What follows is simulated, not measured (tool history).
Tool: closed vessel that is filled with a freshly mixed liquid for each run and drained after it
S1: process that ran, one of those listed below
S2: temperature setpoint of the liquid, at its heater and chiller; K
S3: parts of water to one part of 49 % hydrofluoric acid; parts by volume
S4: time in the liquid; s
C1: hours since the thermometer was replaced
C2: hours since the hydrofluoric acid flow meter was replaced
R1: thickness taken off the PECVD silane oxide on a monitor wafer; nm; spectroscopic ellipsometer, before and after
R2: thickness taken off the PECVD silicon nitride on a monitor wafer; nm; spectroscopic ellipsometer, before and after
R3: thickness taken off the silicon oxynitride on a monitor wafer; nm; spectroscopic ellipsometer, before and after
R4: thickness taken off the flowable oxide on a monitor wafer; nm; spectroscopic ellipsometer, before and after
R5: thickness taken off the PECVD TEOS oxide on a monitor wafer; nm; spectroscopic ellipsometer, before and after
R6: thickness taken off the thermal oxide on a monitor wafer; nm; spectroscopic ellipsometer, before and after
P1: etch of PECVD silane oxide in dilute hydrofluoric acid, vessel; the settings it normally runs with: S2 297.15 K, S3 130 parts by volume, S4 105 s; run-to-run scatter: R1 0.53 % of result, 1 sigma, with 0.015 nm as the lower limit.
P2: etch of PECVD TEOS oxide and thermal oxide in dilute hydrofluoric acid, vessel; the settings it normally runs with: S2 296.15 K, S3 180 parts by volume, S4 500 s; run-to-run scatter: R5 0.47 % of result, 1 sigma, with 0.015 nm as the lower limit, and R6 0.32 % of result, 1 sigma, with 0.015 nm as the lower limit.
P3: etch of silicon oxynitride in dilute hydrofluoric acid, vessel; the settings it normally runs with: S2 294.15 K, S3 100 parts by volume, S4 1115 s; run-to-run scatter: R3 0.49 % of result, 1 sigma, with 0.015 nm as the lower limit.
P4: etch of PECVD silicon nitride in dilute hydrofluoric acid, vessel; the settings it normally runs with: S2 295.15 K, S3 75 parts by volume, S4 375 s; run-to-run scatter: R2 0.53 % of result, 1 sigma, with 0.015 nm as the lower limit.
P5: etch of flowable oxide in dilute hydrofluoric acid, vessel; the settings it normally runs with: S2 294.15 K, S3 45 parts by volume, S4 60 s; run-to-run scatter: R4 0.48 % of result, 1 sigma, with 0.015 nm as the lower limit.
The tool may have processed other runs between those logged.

{"run": 1, "hour": 14.8, "S1": "P1", "S2": 297.15, "S3": 130, "S4": 105, "C1": 577.7, "C2": 1489.7, "R1": 24.265}
{"run": 2, "hour": 28.0, "S1": "P4", "S2": 295.15, "S3": 130, "S4": 375, "C1": 590.9, "C2": 1502.9, "R2": 8.9139}
{"run": 3, "hour": 36.5, "S1": "P4", "S2": 295.15, "S3": 75, "S4": 595, "C1": 599.4, "C2": 1511.4, "R2": 24.484}
{"run": 4, "hour": 48.9, "S1": "P3", "S2": 294.15, "S3": 100, "S4": 150, "C1": 611.8, "C2": 1523.8, "R3": 6.3403}
{"run": 5, "hour": 60.9, "S1": "P5", "S2": 294.15, "S3": 45, "S4": 60, "C1": 623.8, "C2": 1535.8, "R4": 50.349}
{"run": 6, "hour": 71.3, "S1": "P3", "S2": 294.15, "S3": 100, "S4": 1115, "C1": 634.2, "C2": 1546.2, "R3": 46.797}
{"run": 7, "hour": 80.2, "S1": "P1", "S2": 304.65, "S3": 130, "S4": 105, "C1": 643.1, "C2": 1555.1, "R1": 31.798}
{"run": 8, "hour": 89.4, "S1": "P2", "S2": 296.15, "S3": 180, "S4": 500, "C1": 652.3, "C2": 1564.3, "R5": 32.496, "R6": 12.535}
{"run": 9, "hour": 97.5, "S1": "P2", "S2": 296.15, "S3": 180, "S4": 830, "C1": 660.4, "C2": 1572.4, "R5": 54.345, "R6": 20.761}
{"run": 10, "hour": 113.9, "S1": "P4", "S2": 295.15, "S3": 75, "S4": 375, "C1": 676.8, "C2": 1588.8, "R2": 15.297}
{"run": 11, "hour": 125.2, "S1": "P5", "S2": 294.15, "S3": 45, "S4": 105, "C1": 688.1, "C2": 1600.1, "R4": 88.369}
{"run": 12, "hour": 133.5, "S1": "P1", "S2": 297.15, "S3": 195, "S4": 105, "C1": 696.4, "C2": 1608.4, "R1": 14.975}
{"run": 13, "hour": 148.4, "S1": "P3", "S2": 302.15, "S3": 100, "S4": 1115, "C1": 711.3, "C2": 1623.3, "R3": 68.166}
{"run": 14, "hour": 159.8, "S1": "P1", "S2": 290.15, "S3": 130, "S4": 105, "C1": 722.7, "C2": 1634.7, "R1": 18.143}
{"run": 15, "hour": 168.9, "S1": "P1", "S2": 297.15, "S3": 35, "S4": 105, "C1": 731.8, "C2": 1643.8, "R1": 101.65}
{"run": 16, "hour": 185.3, "S1": "P1", "S2": 297.15, "S3": 130, "S4": 105, "C1": 748.2, "C2": 1660.2, "R1": 24.095}
{"run": 17, "hour": 199.7, "S1": "P5", "S2": 294.15, "S3": 75, "S4": 60, "C1": 762.6, "C2": 1674.6, "R4": 28.932}
{"run": 18, "hour": 210.6, "S1": "P1", "S2": 297.15, "S3": 130, "S4": 105, "C1": 773.5, "C2": 1685.5, "R1": 24.131}
{"run": 19, "hour": 226.6, "S1": "P4", "S2": 290.15, "S3": 75, "S4": 375, "C1": 789.5, "C2": 1701.5, "R2": 10.965}
{"run": 20, "hour": 237.3, "S1": "P1", "S2": 301.65, "S3": 220, "S4": 105, "C1": 800.2, "C2": 1712.2, "R1": 15.264}
{"run": 21, "hour": 253.1, "S1": "P2", "S2": 296.15, "S3": 180, "S4": 500, "C1": 816.0, "C2": 1728.0, "R5": 32.628, "R6": 12.432}
{"run": 22, "hour": 264.8, "S1": "P2", "S2": 296.15, "S3": 30, "S4": 500, "C1": 827.7, "C2": 1739.7, "R5": 234.26, "R6": 90.094}
{"run": 23, "hour": 282.4, "S1": "P1", "S2": 297.15, "S3": 130, "S4": 105, "C1": 845.3, "C2": 1757.3, "R1": 24.368}
{"run": 24, "hour": 299.8, "S1": "P2", "S2": 290.15, "S3": 180, "S4": 500, "C1": 862.7, "C2": 1774.7, "R5": 25.737, "R6": 9.8722}
{"run": 25, "hour": 309.6, "S1": "P1", "S2": 297.15, "S3": 130, "S4": 105, "C1": 872.5, "C2": 1784.5, "R1": 24.102}
{"run": 26, "hour": 324.1, "S1": "P4", "S2": 295.15, "S3": 75, "S4": 375, "C1": 887.0, "C2": 1799.0, "R2": 15.375}
{"run": 27, "hour": 334.7, "S1": "P1", "S2": 293.15, "S3": 130, "S4": 210, "C1": 897.6, "C2": 1809.6, "R1": 41.644}
{"run": 28, "hour": 342.8, "S1": "P1", "S2": 297.15, "S3": 130, "S4": 105, "C1": 905.7, "C2": 1817.7, "R1": 24.249}
{"run": 29, "hour": 354.0, "S1": "P1", "S2": 297.15, "S3": 130, "S4": 205, "C1": 916.9, "C2": 1828.9, "R1": 47.218}
{"run": 30, "hour": 369.0, "S1": "P5", "S2": 294.15, "S3": 45, "S4": 60, "C1": 931.9, "C2": 1843.9, "R4": 50.511}
{"run": 31, "hour": 380.3, "S1": "P1", "S2": 297.15, "S3": 130, "S4": 55, "C1": 943.2, "C2": 1855.2, "R1": 12.619}
{"run": 32, "hour": 391.8, "S1": "P3", "S2": 294.15, "S3": 150, "S4": 1115, "C1": 954.7, "C2": 1866.7, "R3": 29.883}
{"run": 33, "hour": 404.6, "S1": "P5", "S2": 300.65, "S3": 45, "S4": 60, "C1": 967.5, "C2": 1879.5, "R4": 65.612}
{"run": 34, "hour": 419.8, "S1": "P1", "S2": 297.15, "S3": 130, "S4": 105, "C1": 982.7, "C2": 1894.7, "R1": 24.212}
{"run": 35, "hour": 434.8, "S1": "P1", "S2": 297.15, "S3": 130, "S4": 105, "C1": 997.7, "C2": 1909.7, "R1": 23.494}
{"run": 36, "hour": 445.9, "S1": "P1", "S2": 297.15, "S3": 130, "S4": 105, "C1": 1008.8, "C2": 1920.8, "R1": 22.846}
{"run": 37, "hour": 456.8, "S1": "P1", "S2": 297.15, "S3": 130, "S4": 105, "C1": 1019.7, "C2": 1931.7, "R1": 22.814}
{"run": 38, "hour": 469.0, "S1": "P1", "S2": 297.15, "S3": 130, "S4": 105, "C1": 1031.9, "C2": 1943.9, "R1": 22.493}
{"run": 39, "hour": 484.1, "S1": "P1", "S2": 297.15, "S3": 130, "S4": 105, "C1": 1047.0, "C2": 1959.0, "R1": 22.54}
{"run": 40, "hour": 493.9, "S1": "P1", "S2": 297.15, "S3": 130, "S4": 105, "C1": 1056.8, "C2": 1968.8, "R1": 22.615}
{"run": 41, "hour": 510.8, "S1": "P1", "S2": 297.15, "S3": 130, "S4": 105, "C1": 1073.7, "C2": 1985.7, "R1": 22.498}

P1 has crept away from where it was. The log is fitted equally well by each of these 2 causes, at the sizes shown:
A: hydrofluoric acid flow below the setpoint (%) = 6.32
B: liquid colder than its thermometer reads (K) = 1.94
The onset of the drift is placed at about hour 419.8.

Which of the 4 check runs listed below separates the causes, so that each cause would produce a clearly different result? Each run uses one wafer, and its results are marked with question marks.
{"run": "check 1", "hour": 527.7, "S1": "P3", "S2": 302.15, "S3": 150, "S4": 1115, "R3": "?"}
{"run": "check 2", "hour": 527.7, "S1": "P4", "S2": 290.15, "S3": 75, "S4": 375, "R2": "?"}
{"run": "check 3", "hour": 527.7, "S1": "P5", "S2": 299.15, "S3": 70, "S4": 60, "R4": "?"}
{"run": "check 4", "hour": 527.7, "S1": "P2", "S2": 292.65, "S3": 180, "S4": 700, "R5": "?", "R6": "?"}

How each check would come out, cause by cause:
check=check_1 result=R3 if_A=40.1250 if_B=39.6880
check=check_2 result=R2 if_A=10.1770 if_B=9.4485
check=check_3 result=R4 if_A=35.901 if_B=35.675
check=check_4 result=R5 if_A=36.932 if_B=36.941
check=check_4 result=R6 if_A=14.1250 if_B=14.1280
Smallest distance between any two causes, each pair judged by its most separating result, in per cent: check 1 1.1 %; check 2 7.43 %; check 3 0.63 %; check 4 0.02 %
Check 2 tells the causes apart: in the others they would give nearly the same result.

After running check 2, the following was obtained: R2 10.2190 nm. Which cause does this point to?

It was cause A: hydrofluoric acid flow below the setpoint (%).

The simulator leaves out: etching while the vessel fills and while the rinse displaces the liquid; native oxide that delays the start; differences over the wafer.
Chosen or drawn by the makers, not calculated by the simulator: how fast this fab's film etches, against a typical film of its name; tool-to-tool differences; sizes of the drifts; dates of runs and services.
